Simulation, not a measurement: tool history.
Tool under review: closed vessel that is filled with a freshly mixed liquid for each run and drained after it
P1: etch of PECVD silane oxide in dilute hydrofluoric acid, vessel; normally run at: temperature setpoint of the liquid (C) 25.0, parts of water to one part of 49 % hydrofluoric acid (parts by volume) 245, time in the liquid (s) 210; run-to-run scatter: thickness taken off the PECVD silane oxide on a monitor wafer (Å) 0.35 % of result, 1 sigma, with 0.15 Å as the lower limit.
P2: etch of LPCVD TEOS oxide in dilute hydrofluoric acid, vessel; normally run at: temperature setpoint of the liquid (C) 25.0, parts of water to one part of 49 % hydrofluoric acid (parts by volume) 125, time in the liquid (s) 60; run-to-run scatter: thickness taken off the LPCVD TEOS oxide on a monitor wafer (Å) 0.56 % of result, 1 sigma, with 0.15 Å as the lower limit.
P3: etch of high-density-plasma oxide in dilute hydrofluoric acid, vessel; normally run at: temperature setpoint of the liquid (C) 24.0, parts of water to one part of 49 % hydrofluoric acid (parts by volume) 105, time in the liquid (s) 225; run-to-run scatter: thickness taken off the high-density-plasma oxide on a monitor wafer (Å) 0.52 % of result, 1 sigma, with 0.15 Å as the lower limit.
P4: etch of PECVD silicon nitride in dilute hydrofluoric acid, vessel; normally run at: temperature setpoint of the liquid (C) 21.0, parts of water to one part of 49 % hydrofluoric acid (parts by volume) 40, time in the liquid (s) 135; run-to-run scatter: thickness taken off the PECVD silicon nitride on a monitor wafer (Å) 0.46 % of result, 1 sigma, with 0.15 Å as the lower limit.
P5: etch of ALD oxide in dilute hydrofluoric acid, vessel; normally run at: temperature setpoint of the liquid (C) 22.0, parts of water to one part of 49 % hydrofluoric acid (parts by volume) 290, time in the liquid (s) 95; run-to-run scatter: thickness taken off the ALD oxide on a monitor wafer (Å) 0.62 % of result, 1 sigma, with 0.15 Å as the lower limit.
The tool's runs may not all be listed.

run,day,process that ran,temperature setpoint of the liquid (C),parts of water to one part of 49 % hydrofluoric acid (parts by volume),time in the liquid (s),hours since the thermometer was replaced,hours since the hydrofluoric acid flow meter was replaced,thickness taken off the PECVD silane oxide on a monitor wafer (Å),thickness taken off the LPCVD TEOS oxide on a monitor wafer (Å),thickness taken off the high-density-plasma oxide on a monitor wafer (Å),thickness taken off the PECVD silicon nitride on a monitor wafer (Å),thickness taken off the ALD oxide on a monitor wafer (Å)
1,0.212,P1,25.0,245,210,1074.4,457.0,164.870,,,,
2,0.371,P1,25.0,145,210,1078.2,460.8,311.320,,,,
3,0.538,P2,25.0,50,60,1082.2,464.8,,465.92,,,
4,0.654,P1,25.0,245,90,1085.0,467.6,70.626,,,,
5,0.779,P1,25.0,150,60,1088.0,470.6,85.934,,,,
6,0.904,P3,24.0,40,225,1091.0,473.6,,,409.600,,
7,1.012,P3,24.0,105,225,1093.6,476.2,,,142.790,,
8,1.138,P4,21.0,40,135,1096.6,479.2,,,,112.200,
9,1.271,P1,25.0,245,315,1099.8,482.4,248.080,,,,
10,1.421,P1,25.0,360,210,1103.4,486.0,100.760,,,,
11,1.579,P4,21.0,20,135,1107.2,489.8,,,,217.710,
12,1.708,P1,18.5,245,210,1110.3,492.9,130.910,,,,
13,1.825,P3,24.0,105,225,1113.1,495.7,,,141.310,,
14,1.938,P5,22.0,290,95,1115.8,498.4,,,,,44.196
15,2.138,P5,28.0,290,95,1120.6,503.2,,,,,54.746
16,2.242,P1,25.0,245,210,1123.1,505.7,164.310,,,,
17,2.438,P5,22.0,455,95,1127.8,510.4,,,,,24.503
18,2.579,P3,31.5,105,225,1131.2,513.8,,,191.510,,
19,2.746,P1,25.0,245,210,1135.2,517.8,165.100,,,,
20,2.917,P2,32.0,125,60,1139.3,521.9,,219.47,,,
21,3.117,P1,30.0,245,210,1144.1,526.7,197.130,,,,
22,3.283,P5,22.0,290,95,1148.1,530.7,,,,,44.849
23,3.442,P4,21.0,40,240,1151.9,534.5,,,,198.900,
24,3.575,P2,25.0,125,100,1155.1,537.7,,280.27,,,
25,3.800,P4,17.0,40,135,1160.5,543.1,,,,84.581,
26,3.942,P1,25.0,245,210,1163.9,546.5,165.720,,,,
27,4.138,P4,21.0,40,135,1168.6,551.2,,,,112.070,
28,4.242,P3,24.0,105,30,1171.1,553.7,,,19.088,,
29,4.396,P1,25.0,245,210,1174.8,557.4,165.170,,,,
30,4.612,P5,22.0,290,50,1180.0,562.6,,,,,23.356
31,4.792,P2,25.0,125,60,1184.3,566.9,,166.82,,,
32,4.967,P1,25.0,245,210,1188.5,571.1,165.680,,,,
33,5.071,P2,25.0,125,60,1191.0,573.6,,169.28,,,
34,5.204,P1,25.0,245,210,1194.2,576.8,165.130,,,,
35,5.308,P1,25.0,245,210,1196.7,579.3,169.290,,,,
36,5.525,P1,25.0,245,210,1201.9,584.5,173.850,,,,
37,5.633,P1,25.0,245,210,1204.5,587.1,173.330,,,,
38,5.775,P1,25.0,245,210,1207.9,590.5,175.130,,,,
39,5.908,P1,25.0,245,210,1211.1,593.7,176.780,,,,
40,6.038,P1,25.0,245,210,1214.2,596.8,177.700,,,,
41,6.229,P1,25.0,245,210,1218.8,601.4,178.160,,,,
42,6.421,P1,25.0,245,210,1223.4,606.0,178.510,,,,
43,6.558,P1,25.0,245,210,1226.7,609.3,179.020,,,,
44,6.767,P1,25.0,245,210,1231.7,614.3,178.620,,,,
45,6.975,P1,25.0,245,210,1236.7,619.3,179.230,,,,

The log shows P1 creeping away from where it was. Any of the 2 causes listed here, at the size stated for it, fits the log just as well as the others:
A: liquid hotter than its thermometer reads (K) = 2.26
B: hydrofluoric acid flow above the setpoint (%) = 6.52
The drift started at roughly day 5.204.

Below are 4 check runs, each on a single wafer, with their results shown as question marks. Which of them would tell the listed causes apart, meaning the causes would give clearly different results under it?
check 1,7.183,P3,30.5,105,30,,,,,?,,
check 2,7.183,P4,17.0,40,225,,,,,,?,
check 3,7.183,P5,26.5,405,95,,,,,,,?
check 4,7.183,P2,25.0,125,90,,,,?,,,

How each check would come out, cause by cause:
check,result,if A,if B
check 1,thickness taken off the high-density-plasma oxide on a monitor wafer (Å),26.624,26.340
check 2,thickness taken off the PECVD silicon nitride on a monitor wafer (Å),166.040,150.410
check 3,thickness taken off the ALD oxide on a monitor wafer (Å),35.910,36.494
check 4,thickness taken off the LPCVD TEOS oxide on a monitor wafer (Å),275.38,271.64
Smallest distance between any two causes, each pair judged by its most separating result, in per cent: check 1 1.07 %; check 2 9.89 %; check 3 1.61 %; check 4 1.37 %
Of the check runs offered, only check 2 discriminates between the causes; the rest would read about the same regardless of which cause applies.

Check 2 was carried out, with these results: thickness taken off the PECVD silicon nitride on a monitor wafer (Å) 151.280. Which of the listed causes is responsible?

Of the candidate causes, it is B: hydrofluoric acid flow above the setpoint (%).
